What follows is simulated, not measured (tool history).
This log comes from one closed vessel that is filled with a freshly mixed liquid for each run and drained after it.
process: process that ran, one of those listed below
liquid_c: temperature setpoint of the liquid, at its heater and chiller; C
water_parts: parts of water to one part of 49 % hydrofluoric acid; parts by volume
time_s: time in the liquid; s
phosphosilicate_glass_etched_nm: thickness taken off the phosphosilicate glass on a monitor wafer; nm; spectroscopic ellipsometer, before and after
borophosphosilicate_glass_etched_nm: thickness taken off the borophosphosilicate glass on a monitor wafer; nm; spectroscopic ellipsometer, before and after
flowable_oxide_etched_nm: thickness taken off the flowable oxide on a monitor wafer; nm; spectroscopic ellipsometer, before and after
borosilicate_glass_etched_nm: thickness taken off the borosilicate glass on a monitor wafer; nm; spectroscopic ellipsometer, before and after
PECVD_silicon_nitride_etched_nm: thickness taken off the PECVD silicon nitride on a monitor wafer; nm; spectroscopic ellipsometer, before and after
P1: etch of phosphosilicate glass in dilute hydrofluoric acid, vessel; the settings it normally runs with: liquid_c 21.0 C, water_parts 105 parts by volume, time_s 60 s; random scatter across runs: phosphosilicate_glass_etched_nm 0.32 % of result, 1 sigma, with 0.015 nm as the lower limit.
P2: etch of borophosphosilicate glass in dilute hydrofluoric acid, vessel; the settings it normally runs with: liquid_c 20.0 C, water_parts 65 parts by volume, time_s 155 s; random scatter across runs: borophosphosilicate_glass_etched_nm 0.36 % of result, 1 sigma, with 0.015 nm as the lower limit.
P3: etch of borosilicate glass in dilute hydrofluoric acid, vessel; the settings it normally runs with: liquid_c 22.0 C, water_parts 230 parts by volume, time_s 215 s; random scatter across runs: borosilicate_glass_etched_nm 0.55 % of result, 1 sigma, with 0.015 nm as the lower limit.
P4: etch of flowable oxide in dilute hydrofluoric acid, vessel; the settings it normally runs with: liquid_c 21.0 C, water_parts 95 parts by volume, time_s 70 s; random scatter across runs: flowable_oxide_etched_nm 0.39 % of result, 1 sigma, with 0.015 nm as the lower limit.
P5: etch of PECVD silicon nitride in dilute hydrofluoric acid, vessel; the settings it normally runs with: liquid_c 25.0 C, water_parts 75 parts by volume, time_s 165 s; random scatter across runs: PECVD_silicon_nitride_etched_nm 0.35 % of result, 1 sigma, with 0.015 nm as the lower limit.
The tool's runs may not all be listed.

run     day  process  liquid_c  water_parts  time_s  hours since the thermometer was replaced  hours since the hydrofluoric acid flow meter was replaced  phosphosilicate_glass_etched_nm  borophosphosilicate_glass_etched_nm  flowable_oxide_etched_nm  borosilicate_glass_etched_nm  PECVD_silicon_nitride_etched_nm
  1   0.188       P1      21.0          105      60                                     577.7                                                      428.1                          100.250
  2   0.433       P1      21.0          105      60                                     583.6                                                      434.0                           99.804
  3   0.829       P1      21.0          165      60                                     593.1                                                      443.5                           59.648
  4   1.200       P1      28.5          105      60                                     602.0                                                      452.4                          133.500
  5   1.604       P1      21.0          105      60                                     611.7                                                      462.1                          100.190
  6   1.904       P2      20.0           20     155                                     618.9                                                      469.3                                                               182.280
  7   2.158       P1      21.0          105     115                                     625.0                                                      475.4                          191.450
  8   2.567       P1      21.0          140      90                                     634.8                                                      485.2                          108.360
  9   2.917       P4      21.0          175      70                                     643.2                                                      493.6                                                                                          11.643
 10   3.108       P2      20.0           65     275                                     647.8                                                      498.2                                                                93.970
 11   3.321       P3      17.0          230     215                                     652.9                                                      503.3                                                                                                                       23.5200
 12   3.604       P1      21.0           30      60                                     659.7                                                      510.1                          380.860
 13   3.821       P5      25.0           75     165                                     664.9                                                      515.3                                                                                                                                                         9.1811
 14   4.200       P1      21.0          105      60                                     674.0                                                      524.4                           99.396
 15   4.562       P5      25.0           75      30                                     682.7                                                      533.1                                                                                                                                                         1.6821
 16   4.996       P2      20.0           65     155                                     693.1                                                      543.5                                                                52.699
 17   5.217       P4      21.0           95      70                                     698.4                                                      548.8                                                                                          23.317
 18   5.571       P5      25.0           75     165                                     706.9                                                      557.3                                                                                                                                                         9.2312
 19   5.996       P2      20.0           65     155                                     717.1                                                      567.5                                                                53.192
 20   6.371       P4      17.0           95      70                                     726.1                                                      576.5                                                                                          19.780
 21   6.804       P5      19.0           75     165                                     736.5                                                      586.9                                                                                                                                                         6.1466
 22   7.221       P3      22.0          230      30                                     746.5                                                      596.9                                                                                                                        3.9791
 23   7.538       P1      21.0          105      30                                     754.1                                                      604.5                           50.079
 24   7.738       P2      17.0           65     155                                     758.9                                                      609.3                                                                46.342
 25   7.942       P1      17.0          105      85                                     763.8                                                      614.2                          119.670
 26   8.221       P1      17.0          105      60                                     770.5                                                      620.9                           84.755
 27   8.458       P4      21.0           95      70                                     776.2                                                      626.6                                                                                          23.196
 28   8.721       P3      22.0           45     215                                     782.5                                                      632.9                                                                                                                      180.1700
 29   8.942       P1      21.0          105      60                                     787.8                                                      638.2                          100.490
 30   9.154       P1      27.5          145      60                                     792.9                                                      643.3                           89.182
 31   9.583       P5      25.0          135     165                                     803.2                                                      653.6                                                                                                                                                         5.1215
 32   9.808       P4      21.0           95      35                                     808.6                                                      659.0                                                                                          11.566
 33  10.142       P3      22.0          230     215                                     816.6                                                      667.0                                                                                                                       28.5700
 34  10.383       P1      21.0          105      60                                     822.4                                                      672.8                          100.030
 35  10.688       P1      21.0          105      60                                     829.7                                                      680.1                          100.160
 36  10.954       P1      21.0          105      60                                     836.1                                                      686.5                           97.719
 37  11.371       P1      21.0          105      60                                     846.1                                                      696.5                           95.665
 38  11.742       P1      21.0          105      60                                     855.0                                                      705.4                           94.826
 39  11.946       P1      21.0          105      60                                     859.9                                                      710.3                           93.891
 40  12.154       P1      21.0          105      60                                     864.9                                                      715.3                           94.554
 41  12.392       P1      21.0          105      60                                     870.6                                                      721.0                           94.312
 42  12.583       P1      21.0          105      60                                     875.2                                                      725.6                           94.059
 43  12.788       P1      21.0          105      60                                     880.1                                                      730.5                           93.829

P1 has crept away from where it was. The log is fitted equally well by each of these 2 causes, at the sizes shown:
A: hydrofluoric acid flow below the setpoint (%) = 5.3
B: liquid colder than its thermometer reads (K) = 1.5
The creep began at about day 10.688.

The 4 check runs listed below each average the results of 3 wafers, and their outcomes are marked with question marks. Under which run would the listed causes produce clearly different results?
check 1  12.992       P4      17.0           95      70                                                                                                                                                                                                    ?
check 2  12.992       P3      22.0          115      90                                                                                                                                                                                                                                  ?
check 3  12.992       P2      20.0           65     230                                                                                                                                                                          ?
check 4  12.992       P5      25.0           75      30                                                                                                                                                                                                                                                                   ?

If the cause were each of the candidates in turn, the checks would give the following:
  check                               result     if A     if B
check 1             flowable_oxide_etched_nm   18.479   18.408
check 2         borosilicate_glass_etched_nm  25.3470  25.3860
check 3  borophosphosilicate_glass_etched_nm   74.051   73.705
check 4      PECVD_silicon_nitride_etched_nm   1.5909   1.5194
Gap, in per cent, between the two causes that each check separates least, read from the result that separates them most: check 1 0.38 %; check 2 0.15 %; check 3 0.47 %; check 4 4.6 %
Only in check 4 would the causes give clearly different results; in the remaining checks their results would be nearly the same.

Then check 4 was run and gave: PECVD_silicon_nitride_etched_nm 1.5783 nm. Which cause is it?

Of the candidate causes, it is A: hydrofluoric acid flow below the setpoint (%).
